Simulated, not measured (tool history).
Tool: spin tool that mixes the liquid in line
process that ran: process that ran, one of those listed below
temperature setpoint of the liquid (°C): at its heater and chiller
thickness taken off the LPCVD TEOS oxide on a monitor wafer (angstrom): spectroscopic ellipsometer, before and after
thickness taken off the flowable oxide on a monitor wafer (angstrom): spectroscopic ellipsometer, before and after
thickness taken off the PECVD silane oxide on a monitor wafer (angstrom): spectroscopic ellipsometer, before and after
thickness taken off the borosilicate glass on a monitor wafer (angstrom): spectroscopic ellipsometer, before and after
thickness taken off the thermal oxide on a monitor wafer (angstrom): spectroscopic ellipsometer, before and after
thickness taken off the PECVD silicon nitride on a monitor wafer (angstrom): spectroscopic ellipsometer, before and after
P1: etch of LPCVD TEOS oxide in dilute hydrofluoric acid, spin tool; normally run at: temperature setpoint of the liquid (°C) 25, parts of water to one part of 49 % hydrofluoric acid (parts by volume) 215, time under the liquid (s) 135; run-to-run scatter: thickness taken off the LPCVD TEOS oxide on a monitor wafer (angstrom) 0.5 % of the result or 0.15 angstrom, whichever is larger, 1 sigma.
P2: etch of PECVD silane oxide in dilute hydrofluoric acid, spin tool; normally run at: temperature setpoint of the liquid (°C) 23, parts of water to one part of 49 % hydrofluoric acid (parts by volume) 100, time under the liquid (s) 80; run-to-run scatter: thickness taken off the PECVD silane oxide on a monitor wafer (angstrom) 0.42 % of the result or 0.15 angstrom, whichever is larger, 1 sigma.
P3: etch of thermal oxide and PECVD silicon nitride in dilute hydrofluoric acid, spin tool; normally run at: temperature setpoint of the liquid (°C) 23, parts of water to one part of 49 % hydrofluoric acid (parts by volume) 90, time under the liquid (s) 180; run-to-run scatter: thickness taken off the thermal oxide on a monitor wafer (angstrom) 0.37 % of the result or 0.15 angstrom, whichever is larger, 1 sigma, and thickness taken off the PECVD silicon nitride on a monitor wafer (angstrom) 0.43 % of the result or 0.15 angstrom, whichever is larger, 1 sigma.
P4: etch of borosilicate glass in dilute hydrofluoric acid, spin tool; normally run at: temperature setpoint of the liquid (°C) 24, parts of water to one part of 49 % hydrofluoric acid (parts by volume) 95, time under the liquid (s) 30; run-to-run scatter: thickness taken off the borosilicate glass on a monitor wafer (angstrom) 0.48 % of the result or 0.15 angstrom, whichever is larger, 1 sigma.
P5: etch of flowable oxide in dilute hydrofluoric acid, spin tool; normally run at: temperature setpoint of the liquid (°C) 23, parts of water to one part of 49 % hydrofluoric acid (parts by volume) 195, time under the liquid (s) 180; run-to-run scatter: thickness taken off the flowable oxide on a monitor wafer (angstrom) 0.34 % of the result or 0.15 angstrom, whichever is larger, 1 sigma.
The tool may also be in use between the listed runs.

run    day  process that ran  temperature setpoint of the liquid (°C)  parts of water to one part of 49 % hydrofluoric acid (parts by volume)  time under the liquid (s)  thickness taken off the LPCVD TEOS oxide on a monitor wafer (angstrom)  thickness taken off the flowable oxide on a monitor wafer (angstrom)  thickness taken off the PECVD silane oxide on a monitor wafer (angstrom)  thickness taken off the borosilicate glass on a monitor wafer (angstrom)  thickness taken off the thermal oxide on a monitor wafer (angstrom)  thickness taken off the PECVD silicon nitride on a monitor wafer (angstrom)
  1  0.217                P1                                       25                                                                     215                        135                                                                  101.18
  2  0.421                P5                                       23                                                                     195                        180                                                                                                                                        246.36
  3  0.758                P1                                       21                                                                     215                         15                                                                  9.5616
  4  1.058                P2                                     17.5                                                                     100                         80                                                                                                                                                                                                                  142.97
  5  1.242                P4                                       24                                                                      95                         30                                                                                                                                                                                                                                                                                            81.095
  6  1.508                P5                                     18.5                                                                     195                        180                                                                                                                                        209.44
  7  1.704                P1                                       25                                                                     215                        220                                                                  162.28
  8  2.058                P4                                       24                                                                     165                         30                                                                                                                                                                                                                                                                                            42.641
  9  2.238                P2                                       23                                                                     100                         80                                                                                                                                                                                                                   180.1
 10  2.417                P3                                       23                                                                      90                        180                                                                                                                                                                                                                                                                                                                                                                 90.727                                                                       59.477
 11    2.6                P3                                       17                                                                      90                        180                                                                                                                                                                                                                                                                                                                                                                 71.363                                                                        39.09
     2.667  -- thermometer replaced
 12  2.838                P1                                       25                                                                      75                        135                                                                  341.26
 13  3.125                P4                                       24                                                                      95                         15                                                                                                                                                                                                                                                                                            40.384
 14  3.283                P4                                       17                                                                      95                         30                                                                                                                                                                                                                                                                                             61.21
 15    3.6                P5                                       23                                                                     195                        180                                                                                                                                        247.85
 16  3.829                P5                                       23                                                                     120                        180                                                                                                                                        438.59
 17  4.004                P1                                       33                                                                     215                        135                                                                  133.59
 18  4.288                P2                                       23                                                                     100                         80                                                                                                                                                                                                                  179.13
 19  4.583                P1                                       25                                                                     215                        135                                                                   100.7
 20  4.846                P3                                       23                                                                      25                        180                                                                                                                                                                                                                                                                                                                                                                 358.32                                                                       207.28
 21  5.125                P1                                       25                                                                     215                        135                                                                  100.28
 22  5.421                P5                                       23                                                                     195                         45                                                                                                                                        61.591
 23  5.625                P1                                       25                                                                     215                        135                                                                     101
 24  5.804                P1                                       25                                                                     215                         75                                                                  56.018
 25  6.108                P1                                     18.5                                                                     215                        135                                                                  78.782
 26  6.279                P2                                       23                                                                     100                         15                                                                                                                                                                                                                  33.829
 27  6.592                P1                                       25                                                                     350                        135                                                                  54.237
 28  6.867                P3                                       23                                                                      90                        340                                                                                                                                                                                                                                                                                                                                                                 171.86                                                                       111.81
 29  7.108                P2                                       23                                                                     170                         80                                                                                                                                                                                                                  97.191
 30  7.304                P1                                       25                                                                     215                        135                                                                  100.42
 31  7.621                P1                                     17.5                                                                      95                        135                                                                  193.69
 32  7.838                P1                                       25                                                                     215                        135                                                                  100.67
 33  8.079                P1                                       25                                                                     215                        135                                                                  104.86
 34  8.358                P1                                       25                                                                     215                        135                                                                  105.55
 35  8.533                P1                                       25                                                                     215                        135                                                                  107.18
 36  8.688                P1                                       25                                                                     215                        135                                                                  107.29
 37  8.992                P1                                       25                                                                     215                        135                                                                  107.96
 38  9.238                P1                                       25                                                                     215                        135                                                                   107.9
 39  9.458                P1                                       25                                                                     215                        135                                                                  108.37

What P1 gives has crept away from where it was. These 2 causes fit the log equally well, each at the size given:
A: liquid hotter than its thermometer reads (K) = 2.07
B: hydrofluoric acid flow above the setpoint (%) = 6.19
The creep began at about day 7.838.

4 check runs are offered, one wafer each, their results left as question marks. Which one tells the causes apart?
check 1  9.679                P4                                       24                                                                     155                         30                                                                                                                                                                                                                                                                                                 ?
check 2  9.679                P3                                       17                                                                      90                        265                                                                                                                                                                                                                                                                                                                                                                      ?                                                                            ?
check 3  9.679                P5                                       23                                                                     195                         95                                                                                                                                             ?
check 4  9.679                P2                                       23                                                                     160                         45                                                                                                                                                                                                                       ?

What each check would give under each cause:
  check                                                                       result    if A    if B
check 1     thickness taken off the borosilicate glass on a monitor wafer (angstrom)  49.983  49.604
check 2          thickness taken off the thermal oxide on a monitor wafer (angstrom)  114.41  111.99
check 2  thickness taken off the PECVD silicon nitride on a monitor wafer (angstrom)  67.185  61.681
check 3         thickness taken off the flowable oxide on a monitor wafer (angstrom)  140.81  140.17
check 4     thickness taken off the PECVD silane oxide on a monitor wafer (angstrom)  63.924  63.406
How far apart the two closest causes lie, in the result that separates them most: check 1 0.76 %; check 2 8.55 %; check 3 0.46 %; check 4 0.81 %
Check 2 tells the causes apart: in the others they would give nearly the same result.

Then check 2 was run and gave: thickness taken off the thermal oxide on a monitor wafer (angstrom) 114.56; thickness taken off the PECVD silicon nitride on a monitor wafer (angstrom) 67.461. Which cause is it?

It is A: liquid hotter than its thermometer reads (K).
